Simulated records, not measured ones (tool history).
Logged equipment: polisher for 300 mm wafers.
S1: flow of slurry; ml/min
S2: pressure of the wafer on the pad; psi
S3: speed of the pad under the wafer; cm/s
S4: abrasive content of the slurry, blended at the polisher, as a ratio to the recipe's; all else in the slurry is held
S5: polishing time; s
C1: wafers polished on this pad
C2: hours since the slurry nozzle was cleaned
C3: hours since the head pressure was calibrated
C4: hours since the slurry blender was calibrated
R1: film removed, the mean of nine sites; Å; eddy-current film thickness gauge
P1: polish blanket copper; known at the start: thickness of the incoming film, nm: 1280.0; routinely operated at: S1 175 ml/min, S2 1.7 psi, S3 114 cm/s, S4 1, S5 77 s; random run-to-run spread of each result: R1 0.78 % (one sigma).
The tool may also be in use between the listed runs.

run 1 hour=8.9 | S1=175 S2=1.7 S3=114 S4=1 S5=77 | C1=404 C2=90.1 C3=231.2 C4=205.3 | R1=1381.7
run 2 hour=21.4 | S1=175 S2=1.7 S3=114 S4=1 S5=77 | C1=536 C2=102.6 C3=243.7 C4=217.8 | R1=1393.6
run 3 hour=35.3 | S1=175 S2=2.6 S3=114 S4=1 S5=77 | C1=684 C2=116.5 C3=257.6 C4=231.7 | R1=2097.9
-- hour=38.7 slurry nozzle cleaned
run 4 hour=51 | S1=240 S2=1.7 S3=114 S4=1.45 S5=77 | C1=850 C2=12.4 C3=273.3 C4=247.4 | R1=1536.5
run 5 hour=62.6 | S1=175 S2=1.7 S3=180 S4=1 S5=77 | C1=973 C2=24 C3=284.9 C4=259 | R1=2217.9
run 6 hour=71.3 | S1=175 S2=1.7 S3=114 S4=1 S5=40 | C1=1065 C2=32.7 C3=293.6 C4=267.7 | R1=727.11
run 7 hour=81.4 | S1=225 S2=1.7 S3=114 S4=1 S5=77 | C1=1172 C2=42.8 C3=303.7 C4=277.8 | R1=1421.5
run 8 hour=92.5 | S1=105 S2=1.7 S3=114 S4=1 S5=77 | C1=1289 C2=53.9 C3=314.8 C4=288.9 | R1=1234.4
run 9 hour=100.6 | S1=175 S2=1.7 S3=114 S4=1 S5=77 | C1=1375 C2=62 C3=322.9 C4=297 | R1=1373.3
run 10 hour=114.8 | S1=175 S2=1.7 S3=114 S4=1 S5=77 | C1=1525 C2=76.2 C3=337.1 C4=311.2 | R1=1377.1
run 11 hour=127.3 | S1=250 S2=1.7 S3=114 S4=1.25 S5=77 | C1=1658 C2=88.7 C3=349.6 C4=323.7 | R1=1510.7
run 12 hour=136.8 | S1=175 S2=1.7 S3=114 S4=1 S5=77 | C1=1758 C2=98.2 C3=359.1 C4=333.2 | R1=1378.6
run 13 hour=145.7 | S1=175 S2=1.1 S3=114 S4=1 S5=77 | C1=1853 C2=107.1 C3=368 C4=342.1 | R1=885.73
run 14 hour=154.3 | S1=175 S2=1.7 S3=114 S4=1 S5=108 | C1=1944 C2=115.7 C3=376.6 C4=350.7 | R1=1913.6
run 15 hour=168.2 | S1=175 S2=1.7 S3=114 S4=0.75 S5=77 | C1=2091 C2=129.6 C3=390.5 C4=364.6 | R1=1306.4
run 16 hour=178.1 | S1=175 S2=1.7 S3=114 S4=1.5 S5=77 | C1=2196 C2=139.5 C3=400.4 C4=374.5 | R1=1500.7
run 17 hour=187.3 | S1=175 S2=1.7 S3=60 S4=1 S5=77 | C1=2293 C2=148.7 C3=409.6 C4=383.7 | R1=730.53
run 18 hour=198.6 | S1=175 S2=1.7 S3=114 S4=1 S5=77 | C1=2413 C2=160 C3=420.9 C4=395 | R1=1366.2
run 19 hour=213.2 | S1=175 S2=1.7 S3=114 S4=1 S5=77 | C1=2567 C2=174.6 C3=435.5 C4=409.6 | R1=1342.1
run 20 hour=225.2 | S1=175 S2=1.7 S3=114 S4=1 S5=77 | C1=2694 C2=186.6 C3=447.5 C4=421.6 | R1=1309.9
run 21 hour=241.1 | S1=175 S2=1.7 S3=114 S4=1 S5=77 | C1=2863 C2=202.5 C3=463.4 C4=437.5 | R1=1314.7
-- hour=249.3 worn pad replaced by a new one
run 22 hour=257.4 | S1=175 S2=1.7 S3=114 S4=1 S5=77 | C1=86 C2=218.8 C3=479.7 C4=453.8 | R1=1296.2
-- hour=260.1 head pressure recalibrated
run 23 hour=265.5 | S1=175 S2=1.7 S3=114 S4=1 S5=77 | C1=171 C2=226.9 C3=5.5 C4=461.9 | R1=1287.4
run 24 hour=282.6 | S1=175 S2=1.7 S3=114 S4=1 S5=77 | C1=352 C2=244 C3=22.6 C4=479 | R1=1282.6

Something has made what P1 gives creep away from where it was; the 2 causes below, each at its own stated size, fit the log equally well:
A: slurry flow missing at the pad, % = 30.4
B: abrasive missing from the slurry, % = 26.3
The gradual shift began around hour 198.6.
Other possible causes, and why each is ruled out:
removal rate lost through wear of the pad, %: serviced at hour 249.3, after the drift had started, without restoring the earlier output
head's pressure below its setpoint, %: serviced at hour 260.1, after the drift had started, without restoring the earlier output

Below are 4 check runs, each averaged over 3 wafers, with their results shown as question marks. Which of them would give clearly different results depending on which cause is behind the drift?
run check 1 hour=299.7 | S1=105 S2=1.7 S3=114 S4=1 S5=99 | R1=?
run check 2 hour=299.7 | S1=175 S2=1.7 S3=114 S4=1.45 S5=77 | R1=?
run check 3 hour=299.7 | S1=175 S2=2.5 S3=114 S4=1.45 S5=77 | R1=?
run check 4 hour=299.7 | S1=175 S2=1.7 S3=148 S4=1 S5=77 | R1=?

Expected result of each check under each candidate cause:
check=check_1 result=R1 if_A=1451.4 if_B=1506.3
check=check_2 result=R1 if_A=1400.6 if_B=1396.5
check=check_3 result=R1 if_A=2059.7 if_B=2053.7
check=check_4 result=R1 if_A=1676.3 if_B=1676.2
Gap, in per cent, between the two causes that each check separates least, read from the result that separates them most: check 1 3.71 %; check 2 0.29 %; check 3 0.29 %; check 4 0 %
The other checks would show nearly matching results whichever cause is true, so check 1 is the only one that separates the causes.

Here is what check 1 returned: R1 1455.2 Å. Which cause is it?

The cause is A: slurry flow missing at the pad, %.

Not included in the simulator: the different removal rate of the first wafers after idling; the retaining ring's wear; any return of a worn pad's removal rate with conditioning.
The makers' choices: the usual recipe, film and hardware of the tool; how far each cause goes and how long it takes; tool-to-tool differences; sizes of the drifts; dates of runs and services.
